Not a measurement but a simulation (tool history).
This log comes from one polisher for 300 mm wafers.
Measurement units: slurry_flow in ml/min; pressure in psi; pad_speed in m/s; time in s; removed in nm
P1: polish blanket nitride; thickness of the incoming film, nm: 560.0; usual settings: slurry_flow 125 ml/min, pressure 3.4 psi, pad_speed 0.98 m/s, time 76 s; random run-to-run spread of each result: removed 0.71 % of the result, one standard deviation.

run    day  slurry_flow  pressure  pad_speed  time  wafers polished on this pad  hours since the slurry nozzle was cleaned  hours since the head pressure was calibrated  removed
  1  0.154          125       3.4       0.98    76                          339                                      132.6                                         381.1  117.950
  2  0.308          125       3.4       0.98    76                          361                                      136.3                                         384.8  116.670
  3  0.492          125       3.4       0.98    76                          387                                      140.7                                         389.2  117.780
  4  0.646          125       3.4       0.64   106                          409                                      144.4                                         392.9  116.970
  5  0.829          125       3.4       0.98   109                          434                                      148.8                                         397.3  166.910
  6  0.992          125       3.4       0.98    76                          457                                      152.7                                         401.2  116.610
  7  1.167          190       3.4       0.98    76                          482                                      156.9                                         405.4  126.100
  8  1.304          125       3.4       0.98    43                          501                                      160.2                                         408.7   65.257
  9  1.400           75       3.4       0.98    76                          515                                      162.5                                         411.0  102.700
 10  1.583          125       3.4       1.22    76                          541                                      166.9                                         415.4  141.460
 11  1.700          125       1.6       0.98    76                          557                                      169.7                                         418.2   54.253
 12  1.829          125       3.4       0.44    76                          576                                      172.8                                         421.3   61.986
 13  1.971          125       3.4       0.98    76                          596                                      176.2                                         424.7  117.350
 14  2.154          125       4.6       0.98    76                          621                                      180.6                                         429.1  158.140
 15  2.329          125       3.4       0.98    76                          646                                      184.8                                         433.3  117.490
 16  2.446          125       3.4       0.98    76                          663                                      187.6                                         436.1  114.150
 17  2.579          125       3.4       0.98    76                          681                                      190.8                                         439.3  112.350
 18  2.758          125       3.4       0.98    76                          707                                      195.1                                         443.6  111.460
 19  2.950          125       3.4       0.98    76                          734                                      199.7                                         448.2  108.640
 20  3.088          125       3.4       0.98    76                          753                                      203.0                                         451.5  107.470
     3.133  -- head pressure recalibrated
 21  3.212          125       3.4       0.98    76                          771                                      206.0                                           2.0  107.070
 22  3.379          125       3.4       0.98    76                          794                                      210.0                                           6.0  107.020
 23  3.471          125       3.4       0.98    76                          807                                      212.2                                           8.2  106.400
 24  3.633          125       3.4       0.98    76                          830                                      216.1                                          12.1  107.360
 25  3.833          125       3.4       0.98    76                          858                                      220.9                                          16.9  106.810

What P1 gives has crept away from where it was. These 2 causes fit the log equally well, each at the size given:
A: slurry flow missing at the pad, % = 29.4
B: removal rate lost through wear of the pad, % = 7.95
The process output started creeping at around day 2.329.
Other possible causes, and why each is ruled out:
head's pressure below its setpoint, %: serviced at day 3.133, after the drift had started, without restoring the earlier output

4 check runs are offered, each on 5 wafers whose results are averaged, their results left as question marks. Which one tells the causes apart?
check 1  4.033          125       3.4       0.50   108                                                                                                                              ?
check 2  4.033          180       3.4       0.52    76                                                                                                                              ?
check 3  4.033          125       3.4       0.44   105                                                                                                                              ?
check 4  4.033          125       3.4       0.66    76                                                                                                                              ?

Predicted outcomes, by check and by cause:
  check   result    if A    if B
check 1  removed  89.559  89.575
check 2  removed  70.897  69.273
check 3  removed  78.607  78.621
check 4  removed  78.697  78.711
Minimum pairwise separation of causes per check, each pair taken at its best-separating result: check 1 0.02 %; check 2 2.32 %; check 3 0.02 %; check 4 0.02 %
The causes can be told apart only by check 2. The other checks would give nearly the same results under each of them.

Here is what check 2 returned: removed 68.882 nm. Which cause is it?

The cause is B: removal rate lost through wear of the pad, %.

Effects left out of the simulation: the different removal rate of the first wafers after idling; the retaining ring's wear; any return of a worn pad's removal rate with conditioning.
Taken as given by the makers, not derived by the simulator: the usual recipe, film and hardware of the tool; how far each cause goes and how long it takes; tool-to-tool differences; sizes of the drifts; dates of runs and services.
